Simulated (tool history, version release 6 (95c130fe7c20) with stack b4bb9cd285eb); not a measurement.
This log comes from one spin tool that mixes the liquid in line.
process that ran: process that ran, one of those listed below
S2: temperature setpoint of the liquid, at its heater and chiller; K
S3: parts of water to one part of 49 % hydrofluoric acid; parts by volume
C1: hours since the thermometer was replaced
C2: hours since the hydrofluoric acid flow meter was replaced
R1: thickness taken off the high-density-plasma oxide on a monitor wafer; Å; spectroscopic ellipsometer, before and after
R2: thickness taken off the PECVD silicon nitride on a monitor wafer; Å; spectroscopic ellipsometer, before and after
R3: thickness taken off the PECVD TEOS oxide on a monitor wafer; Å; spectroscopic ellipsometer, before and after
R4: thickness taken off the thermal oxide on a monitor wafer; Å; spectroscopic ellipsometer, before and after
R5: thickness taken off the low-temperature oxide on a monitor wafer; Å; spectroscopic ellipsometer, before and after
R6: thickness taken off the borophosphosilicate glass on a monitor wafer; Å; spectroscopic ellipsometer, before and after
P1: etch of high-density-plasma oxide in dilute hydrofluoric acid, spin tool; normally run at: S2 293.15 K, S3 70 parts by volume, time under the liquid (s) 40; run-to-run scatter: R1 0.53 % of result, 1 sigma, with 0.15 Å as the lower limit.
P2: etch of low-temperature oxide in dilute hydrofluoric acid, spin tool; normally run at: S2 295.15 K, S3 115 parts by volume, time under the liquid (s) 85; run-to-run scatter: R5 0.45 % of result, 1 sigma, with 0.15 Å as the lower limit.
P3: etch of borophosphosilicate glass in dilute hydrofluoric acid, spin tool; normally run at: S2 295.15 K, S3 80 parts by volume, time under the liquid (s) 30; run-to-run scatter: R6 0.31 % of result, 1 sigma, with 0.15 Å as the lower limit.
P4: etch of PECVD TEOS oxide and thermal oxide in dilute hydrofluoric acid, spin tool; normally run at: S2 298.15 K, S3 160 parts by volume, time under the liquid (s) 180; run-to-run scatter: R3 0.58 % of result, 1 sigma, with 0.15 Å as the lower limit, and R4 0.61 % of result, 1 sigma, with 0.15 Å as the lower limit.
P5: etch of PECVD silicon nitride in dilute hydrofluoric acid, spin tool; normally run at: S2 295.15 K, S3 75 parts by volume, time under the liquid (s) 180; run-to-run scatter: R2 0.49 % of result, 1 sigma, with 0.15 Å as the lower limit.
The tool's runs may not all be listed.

Run 1, day 0.588: process that ran P1, S2 293.15 K, S3 70 parts by volume, time under the liquid (s) 40; C1 175.8; C2 252.7. Result: R1 42.971 Å.
Run 2, day 1.058: process that ran P5, S2 295.15 K, S3 125 parts by volume, time under the liquid (s) 180; C1 187.1; C2 264. Result: R2 37.157 Å.
Run 3, day 1.438: process that ran P5, S2 290.15 K, S3 75 parts by volume, time under the liquid (s) 180; C1 196.2; C2 273.1. Result: R2 43.111 Å.
Run 4, day 1.962: process that ran P1, S2 293.15 K, S3 70 parts by volume, time under the liquid (s) 15; C1 208.8; C2 285.7. Result: R1 15.846 Å.
Run 5, day 2.242: process that ran P5, S2 295.15 K, S3 75 parts by volume, time under the liquid (s) 70; C1 215.5; C2 292.4. Result: R2 23.675 Å.
Run 6, day 2.675: process that ran P5, S2 295.15 K, S3 75 parts by volume, time under the liquid (s) 180; C1 225.9; C2 302.8. Result: R2 61.222 Å.
Run 7, day 3.25: process that ran P1, S2 293.15 K, S3 70 parts by volume, time under the liquid (s) 40; C1 239.7; C2 316.6. Result: R1 42.604 Å.
Run 8, day 3.554: process that ran P4, S2 298.15 K, S3 255 parts by volume, time under the liquid (s) 180; C1 247; C2 323.9. Result: R3 70.018 Å, R4 28.61 Å.
Run 9, day 4.167: process that ran P2, S2 299.15 K, S3 115 parts by volume, time under the liquid (s) 85; C1 261.7; C2 338.6. Result: R5 192.6 Å.
Run 10, day 4.783: process that ran P3, S2 295.15 K, S3 80 parts by volume, time under the liquid (s) 30; C1 276.5; C2 353.4. Result: R6 252.09 Å.
Run 11, day 5.133: process that ran P3, S2 295.15 K, S3 80 parts by volume, time under the liquid (s) 50; C1 284.9; C2 361.8. Result: R6 419.84 Å.
Run 12, day 5.7: process that ran P3, S2 290.65 K, S3 80 parts by volume, time under the liquid (s) 30; C1 298.5; C2 375.4. Result: R6 208.16 Å.
Run 13, day 6.3: process that ran P1, S2 290.15 K, S3 70 parts by volume, time under the liquid (s) 40; C1 312.9; C2 389.8. Result: R1 37.501 Å.
At day 6.325: hydrofluoric acid flow meter replaced.
Run 14, day 6.662: process that ran P1, S2 293.15 K, S3 125 parts by volume, time under the liquid (s) 15; C1 321.6; C2 8.2. Result: R1 8.5614 Å.
Run 15, day 7.254: process that ran P4, S2 298.15 K, S3 160 parts by volume, time under the liquid (s) 180; C1 335.8; C2 22.4. Result: R3 124 Å, R4 50.226 Å.
Run 16, day 7.542: process that ran P4, S2 298.15 K, S3 160 parts by volume, time under the liquid (s) 260; C1 342.7; C2 29.3. Result: R3 178.3 Å, R4 72.914 Å.
Run 17, day 8.092: process that ran P5, S2 295.15 K, S3 75 parts by volume, time under the liquid (s) 180; C1 355.9; C2 42.5. Result: R2 61.69 Å.
Run 18, day 8.625: process that ran P4, S2 290.65 K, S3 160 parts by volume, time under the liquid (s) 180; C1 368.7; C2 55.3. Result: R3 91.451 Å, R4 37.775 Å.
Run 19, day 9.179: process that ran P1, S2 300.15 K, S3 70 parts by volume, time under the liquid (s) 40; C1 382; C2 68.6. Result: R1 56.616 Å.
Run 20, day 9.625: process that ran P1, S2 293.15 K, S3 70 parts by volume, time under the liquid (s) 60; C1 392.7; C2 79.3. Result: R1 65.101 Å.
Run 21, day 10.1: process that ran P2, S2 295.15 K, S3 200 parts by volume, time under the liquid (s) 85; C1 404.1; C2 90.7. Result: R5 86.976 Å.
Run 22, day 10.708: process that ran P1, S2 293.15 K, S3 70 parts by volume, time under the liquid (s) 40; C1 418.7; C2 105.3. Result: R1 42.957 Å.
Run 23, day 11.233: process that ran P1, S2 293.15 K, S3 70 parts by volume, time under the liquid (s) 40; C1 431.3; C2 117.9. Result: R1 42.455 Å.
Run 24, day 11.538: process that ran P1, S2 293.15 K, S3 125 parts by volume, time under the liquid (s) 40; C1 438.6; C2 125.2. Result: R1 22.331 Å.
Run 25, day 11.896: process that ran P1, S2 293.15 K, S3 20 parts by volume, time under the liquid (s) 40; C1 447.2; C2 133.8. Result: R1 158.18 Å.
Run 26, day 12.412: process that ran P2, S2 295.15 K, S3 115 parts by volume, time under the liquid (s) 85; C1 459.6; C2 146.2. Result: R5 165.96 Å.
Run 27, day 12.817: process that ran P2, S2 295.15 K, S3 115 parts by volume, time under the liquid (s) 45; C1 469.3; C2 155.9. Result: R5 87.85 Å.
Run 28, day 13.404: process that ran P3, S2 295.15 K, S3 135 parts by volume, time under the liquid (s) 30; C1 483.4; C2 170. Result: R6 140.03 Å.
Run 29, day 13.825: process that ran P4, S2 298.15 K, S3 160 parts by volume, time under the liquid (s) 180; C1 493.5; C2 180.1. Result: R3 122.93 Å, R4 50.601 Å.
Run 30, day 14.312: process that ran P1, S2 293.15 K, S3 70 parts by volume, time under the liquid (s) 40; C1 505.2; C2 191.8. Result: R1 42.799 Å.
Run 31, day 14.775: process that ran P1, S2 293.15 K, S3 70 parts by volume, time under the liquid (s) 40; C1 516.3; C2 202.9. Result: R1 43.928 Å.
Run 32, day 15.217: process that ran P1, S2 293.15 K, S3 70 parts by volume, time under the liquid (s) 40; C1 526.9; C2 213.5. Result: R1 44.25 Å.
Run 33, day 15.571: process that ran P1, S2 293.15 K, S3 70 parts by volume, time under the liquid (s) 40; C1 535.4; C2 222. Result: R1 44.67 Å.
Run 34, day 15.896: process that ran P1, S2 293.15 K, S3 70 parts by volume, time under the liquid (s) 40; C1 543.2; C2 229.8. Result: R1 44.85 Å.
Run 35, day 16.521: process that ran P1, S2 293.15 K, S3 70 parts by volume, time under the liquid (s) 40; C1 558.2; C2 244.8. Result: R1 45.627 Å.
Run 36, day 16.883: process that ran P1, S2 293.15 K, S3 70 parts by volume, time under the liquid (s) 40; C1 566.9; C2 253.5. Result: R1 44.956 Å.
Run 37, day 17.188: process that ran P1, S2 293.15 K, S3 70 parts by volume, time under the liquid (s) 40; C1 574.2; C2 260.8. Result: R1 45.683 Å.
Run 38, day 17.475: process that ran P1, S2 293.15 K, S3 70 parts by volume, time under the liquid (s) 40; C1 581.1; C2 267.7. Result: R1 45.867 Å.
Run 39, day 18.021: process that ran P1, S2 293.15 K, S3 70 parts by volume, time under the liquid (s) 40; C1 594.2; C2 280.8. Result: R1 45.198 Å.
Run 40, day 18.312: process that ran P1, S2 293.15 K, S3 70 parts by volume, time under the liquid (s) 40; C1 601.2; C2 287.8. Result: R1 45.284 Å.
Run 41, day 18.921: process that ran P1, S2 293.15 K, S3 70 parts by volume, time under the liquid (s) 40; C1 615.8; C2 302.4. Result: R1 45.796 Å.

What P1 gives has crept off from where it sat before. The 2 causes that follow fit the log equally well, each at the size noted:
A: liquid hotter than its thermometer reads (K) = 1.6
B: hydrofluoric acid flow above the setpoint (%) = 6.34
The creep began at about day 14.312.

Listed below are the offered check runs, one wafer per run, with question marks in place of results. For which of them would the causes give clearly different outcomes?
Run check 1, day 19.529: process that ran P4, S2 298.15 K, S3 160 parts by volume, time under the liquid (s) 180. Result: R3 ?, R4 ?.
Run check 2, day 19.529: process that ran P2, S2 295.15 K, S3 115 parts by volume, time under the liquid (s) 85. Result: R5 ?.
Run check 3, day 19.529: process that ran P5, S2 295.15 K, S3 75 parts by volume, time under the liquid (s) 180. Result: R2 ?.
Run check 4, day 19.529: process that ran P3, S2 295.15 K, S3 80 parts by volume, time under the liquid (s) 30. Result: R6 ?.

What each check would give under each cause:
  check  result    if A    if B
check 1      R3  131.03  132.74
check 1      R4   53.64  54.339
check 2      R5  176.12  177.18
check 3      R2  68.233  65.072
check 4      R6  267.99   268.6
Per-check spread between the two closest causes, in the result where they differ most: check 1 1.29 %; check 2 0.6 %; check 3 4.74 %; check 4 0.23 %
The causes can be told apart only by check 3. The other checks would give nearly the same results under each of them.

With check 3 done, the readings were: R2 65.022 Å. Identify which of the listed causes applies.

B is the cause: hydrofluoric acid flow above the setpoint (%).
